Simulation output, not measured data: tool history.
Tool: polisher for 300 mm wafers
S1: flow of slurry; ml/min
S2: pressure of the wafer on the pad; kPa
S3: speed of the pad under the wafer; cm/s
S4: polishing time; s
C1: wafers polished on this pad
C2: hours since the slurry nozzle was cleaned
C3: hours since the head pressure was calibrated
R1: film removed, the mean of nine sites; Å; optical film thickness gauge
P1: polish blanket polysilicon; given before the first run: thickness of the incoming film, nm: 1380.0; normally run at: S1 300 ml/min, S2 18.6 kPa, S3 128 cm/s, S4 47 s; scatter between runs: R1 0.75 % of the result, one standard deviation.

| run | hour | S1 | S2 | S3 | S4 | C1 | C2 | C3 | R1 |
|---|---|---|---|---|---|---|---|---|---|
| 1 | 6.3 | 300 | 18.6 | 128 | 47 | 301 | 158.0 | 524.5 | 4629.1 |
| 2 | 10.8 | 300 | 10.3 | 128 | 47 | 338 | 162.5 | 529.0 | 2550.9 |
| 3 | 14.8 | 300 | 18.6 | 58 | 47 | 371 | 166.5 | 533.0 | 2110.2 |
| 4 | 21.2 | 300 | 18.6 | 128 | 47 | 424 | 172.9 | 539.4 | 4655.4 |
| 5 | 26.6 | 300 | 18.6 | 128 | 47 | 468 | 178.3 | 544.8 | 4604.0 |
| 6 | 30.6 | 420 | 18.6 | 128 | 34 | 501 | 182.3 | 548.8 | 3382.7 |
| 7 | 36.3 | 300 | 27.6 | 128 | 47 | 548 | 188.0 | 554.5 | 6803.5 |
| 8 | 40.8 | 300 | 18.6 | 128 | 47 | 585 | 192.5 | 559.0 | 4568.6 |
| 9 | 46.7 | 300 | 18.6 | 128 | 32 | 633 | 198.4 | 564.9 | 3147.4 |
| 10 | 50.8 | 400 | 18.6 | 128 | 47 | 667 | 202.5 | 569.0 | 4701.5 |
|  | 52.8 | worn pad replaced by a new one |
| 11 | 56.0 | 300 | 18.6 | 128 | 47 | 26 | 207.7 | 574.2 | 4610.4 |
| 12 | 60.4 | 180 | 18.6 | 128 | 47 | 62 | 212.1 | 578.6 | 4330.1 |
| 13 | 65.3 | 300 | 18.6 | 128 | 60 | 102 | 217.0 | 583.5 | 5841.9 |
| 14 | 69.7 | 300 | 18.6 | 198 | 47 | 138 | 221.4 | 587.9 | 7063.4 |
| 15 | 74.8 | 300 | 18.6 | 128 | 47 | 180 | 226.5 | 593.0 | 4574.9 |
| 16 | 78.2 | 225 | 18.6 | 80 | 47 | 208 | 229.9 | 596.4 | 2769.2 |
| 17 | 81.4 | 300 | 18.6 | 128 | 47 | 235 | 233.1 | 599.6 | 4642.5 |
| 18 | 87.2 | 300 | 18.6 | 128 | 47 | 282 | 238.9 | 605.4 | 4533.0 |
| 19 | 91.5 | 300 | 18.6 | 128 | 47 | 318 | 243.2 | 609.7 | 4491.0 |
| 20 | 97.0 | 300 | 18.6 | 128 | 47 | 363 | 248.7 | 615.2 | 4396.7 |
|  | 98.0 | worn pad replaced by a new one |
| 21 | 100.3 | 300 | 18.6 | 128 | 47 | 18 | 252.0 | 618.5 | 4454.3 |
| 22 | 103.2 | 300 | 18.6 | 128 | 47 | 42 | 254.9 | 621.4 | 4337.2 |
| 23 | 107.5 | 300 | 18.6 | 128 | 47 | 78 | 259.2 | 625.7 | 4364.3 |
| 24 | 112.7 | 300 | 18.6 | 128 | 47 | 120 | 264.4 | 630.9 | 4367.1 |
| 25 | 115.4 | 300 | 18.6 | 128 | 47 | 143 | 267.1 | 633.6 | 4358.8 |
| 26 | 119.1 | 300 | 18.6 | 128 | 47 | 173 | 270.8 | 637.3 | 4347.4 |
| 27 | 125.2 | 300 | 18.6 | 128 | 47 | 223 | 276.9 | 643.4 | 4352.6 |
| 28 | 128.1 | 300 | 18.6 | 128 | 47 | 247 | 279.8 | 646.3 | 4263.9 |

P1 no longer gives what it gave before; its output has crept away from where it was. The following 2 causes, each at its listed size, fit the log equally well:
A: head's pressure below its setpoint, % = 5.58
B: slurry flow missing at the pad, % = 39.1
Onset of the creep was near hour 81.4.
Excluded causes, each with its reason:
removal rate lost through wear of the pad, %: serviced at hour 98.0, after the change had begun; the process did not return to its earlier output

4 check runs are offered, each on 3 wafers whose results are averaged, their results left as question marks. Which one tells the causes apart?
| check 1 | 131.0 | 300 | 18.6 | 74 | 47 |  |  |  | ? |
| check 2 | 131.0 | 180 | 18.6 | 128 | 58 |  |  |  | ? |
| check 3 | 131.0 | 300 | 14.5 | 128 | 47 |  |  |  | ? |
| check 4 | 131.0 | 360 | 14.5 | 128 | 47 |  |  |  | ? |

Check results expected under each cause:
| check | result | if A | if B |
|---|---|---|---|
| check 1 | R1 | 2515.0 | 2515.0 |
| check 2 | R1 | 5057.9 | 4883.8 |
| check 3 | R1 | 3383.5 | 3383.5 |
| check 4 | R1 | 3435.2 | 3466.8 |
Per check, the gap between the least separated pair of causes, taken in the result that splits them most: check 1 0 %; check 2 3.5 %; check 3 0 %; check 4 0.92 %
Only in check 2 would the causes give clearly different results; in the remaining checks their results would be nearly the same.

Check 2 has now been run. It gave: R1 5055.2 Å. Which of the candidate causes is it?

It was cause A: head's pressure below its setpoint, %.
